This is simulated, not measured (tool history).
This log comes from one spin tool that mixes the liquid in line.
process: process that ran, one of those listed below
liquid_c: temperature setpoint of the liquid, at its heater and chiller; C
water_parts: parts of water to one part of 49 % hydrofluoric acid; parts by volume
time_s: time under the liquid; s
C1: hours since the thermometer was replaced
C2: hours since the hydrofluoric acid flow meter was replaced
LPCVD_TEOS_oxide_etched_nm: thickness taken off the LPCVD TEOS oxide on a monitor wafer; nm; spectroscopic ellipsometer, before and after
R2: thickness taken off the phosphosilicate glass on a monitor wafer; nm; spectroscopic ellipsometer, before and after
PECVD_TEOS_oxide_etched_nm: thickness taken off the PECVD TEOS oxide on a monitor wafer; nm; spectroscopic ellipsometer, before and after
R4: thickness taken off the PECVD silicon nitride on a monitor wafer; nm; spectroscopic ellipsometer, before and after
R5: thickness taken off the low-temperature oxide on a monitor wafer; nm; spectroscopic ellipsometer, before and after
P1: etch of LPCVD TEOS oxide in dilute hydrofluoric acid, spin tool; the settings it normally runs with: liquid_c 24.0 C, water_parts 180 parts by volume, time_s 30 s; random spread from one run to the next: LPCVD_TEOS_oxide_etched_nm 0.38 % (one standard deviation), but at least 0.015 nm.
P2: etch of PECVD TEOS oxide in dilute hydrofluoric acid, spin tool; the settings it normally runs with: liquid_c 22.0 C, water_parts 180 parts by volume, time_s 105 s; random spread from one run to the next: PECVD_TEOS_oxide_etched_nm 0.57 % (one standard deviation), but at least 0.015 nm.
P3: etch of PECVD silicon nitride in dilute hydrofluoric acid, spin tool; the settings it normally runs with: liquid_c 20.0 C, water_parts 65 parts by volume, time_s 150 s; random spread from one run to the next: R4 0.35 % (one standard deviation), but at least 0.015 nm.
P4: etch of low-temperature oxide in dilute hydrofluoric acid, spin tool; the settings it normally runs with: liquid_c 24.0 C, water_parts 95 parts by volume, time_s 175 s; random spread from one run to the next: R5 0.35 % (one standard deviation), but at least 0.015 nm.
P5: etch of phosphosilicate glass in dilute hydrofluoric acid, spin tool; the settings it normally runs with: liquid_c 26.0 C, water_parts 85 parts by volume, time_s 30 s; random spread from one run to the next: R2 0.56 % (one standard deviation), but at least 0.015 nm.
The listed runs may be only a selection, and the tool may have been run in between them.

Run 1, day 0.296: process P1, liquid_c 24.0 C, water_parts 180 parts by volume, time_s 30 s; C1 741.3; C2 460.0. Result: LPCVD_TEOS_oxide_etched_nm 8.4667 nm.
Run 2, day 0.608: process P5, liquid_c 17.5 C, water_parts 85 parts by volume, time_s 30 s; C1 748.8; C2 467.5. Result: R2 55.038 nm.
Run 3, day 0.933: process P1, liquid_c 18.5 C, water_parts 180 parts by volume, time_s 30 s; C1 756.6; C2 475.3. Result: LPCVD_TEOS_oxide_etched_nm 6.8266 nm.
Run 4, day 1.254: process P1, liquid_c 31.0 C, water_parts 180 parts by volume, time_s 30 s; C1 764.3; C2 483.0. Result: LPCVD_TEOS_oxide_etched_nm 10.9870 nm.
Run 5, day 1.546: process P1, liquid_c 24.0 C, water_parts 180 parts by volume, time_s 30 s; C1 771.3; C2 490.0. Result: LPCVD_TEOS_oxide_etched_nm 8.4433 nm.
Run 6, day 1.817: process P2, liquid_c 30.0 C, water_parts 180 parts by volume, time_s 105 s; C1 777.8; C2 496.5. Result: PECVD_TEOS_oxide_etched_nm 8.0923 nm.
Run 7, day 2.038: process P1, liquid_c 24.0 C, water_parts 180 parts by volume, time_s 30 s; C1 783.1; C2 501.8. Result: LPCVD_TEOS_oxide_etched_nm 8.5951 nm.
Run 8, day 2.479: process P1, liquid_c 24.0 C, water_parts 330 parts by volume, time_s 30 s; C1 793.7; C2 512.4. Result: LPCVD_TEOS_oxide_etched_nm 3.9762 nm.
Run 9, day 2.708: process P1, liquid_c 24.0 C, water_parts 180 parts by volume, time_s 60 s; C1 799.2; C2 517.9. Result: LPCVD_TEOS_oxide_etched_nm 17.0790 nm.
Run 10, day 3.083: process P1, liquid_c 24.0 C, water_parts 180 parts by volume, time_s 30 s; C1 808.2; C2 526.9. Result: LPCVD_TEOS_oxide_etched_nm 8.5929 nm.
Run 11, day 3.308: process P3, liquid_c 20.0 C, water_parts 35 parts by volume, time_s 150 s; C1 813.6; C2 532.3. Result: R4 17.8860 nm.
Run 12, day 3.617: process P3, liquid_c 17.0 C, water_parts 65 parts by volume, time_s 150 s; C1 821.0; C2 539.7. Result: R4 7.8894 nm.
Run 13, day 3.854: process P5, liquid_c 26.0 C, water_parts 85 parts by volume, time_s 30 s; C1 826.7; C2 545.4. Result: R2 78.033 nm.
Run 14, day 4.067: process P1, liquid_c 19.0 C, water_parts 275 parts by volume, time_s 30 s; C1 831.8; C2 550.5. Result: LPCVD_TEOS_oxide_etched_nm 4.2194 nm.
Run 15, day 4.496: process P1, liquid_c 28.5 C, water_parts 180 parts by volume, time_s 15 s; C1 842.1; C2 560.8. Result: LPCVD_TEOS_oxide_etched_nm 4.9873 nm.
Run 16, day 4.717: process P1, liquid_c 24.0 C, water_parts 180 parts by volume, time_s 15 s; C1 847.4; C2 566.1. Result: LPCVD_TEOS_oxide_etched_nm 4.2699 nm.
Run 17, day 5.038: process P3, liquid_c 20.0 C, water_parts 65 parts by volume, time_s 290 s; C1 855.1; C2 573.8. Result: R4 18.9790 nm.
Run 18, day 5.338: process P4, liquid_c 24.0 C, water_parts 95 parts by volume, time_s 305 s; C1 862.3; C2 581.0. Result: R5 40.328 nm.
Run 19, day 5.688: process P5, liquid_c 26.0 C, water_parts 85 parts by volume, time_s 50 s; C1 870.7; C2 589.4. Result: R2 130.050 nm.
Run 20, day 5.996: process P2, liquid_c 22.0 C, water_parts 180 parts by volume, time_s 20 s; C1 878.1; C2 596.8. Result: PECVD_TEOS_oxide_etched_nm 1.1558 nm.

The next listed run, before its measurement:
Run 21, day 6.462: process P4, liquid_c 24.0 C, water_parts 95 parts by volume, time_s 175 s; C1 889.3; C2 608.0. Result: R5 ?.

R5: 22.972 nm
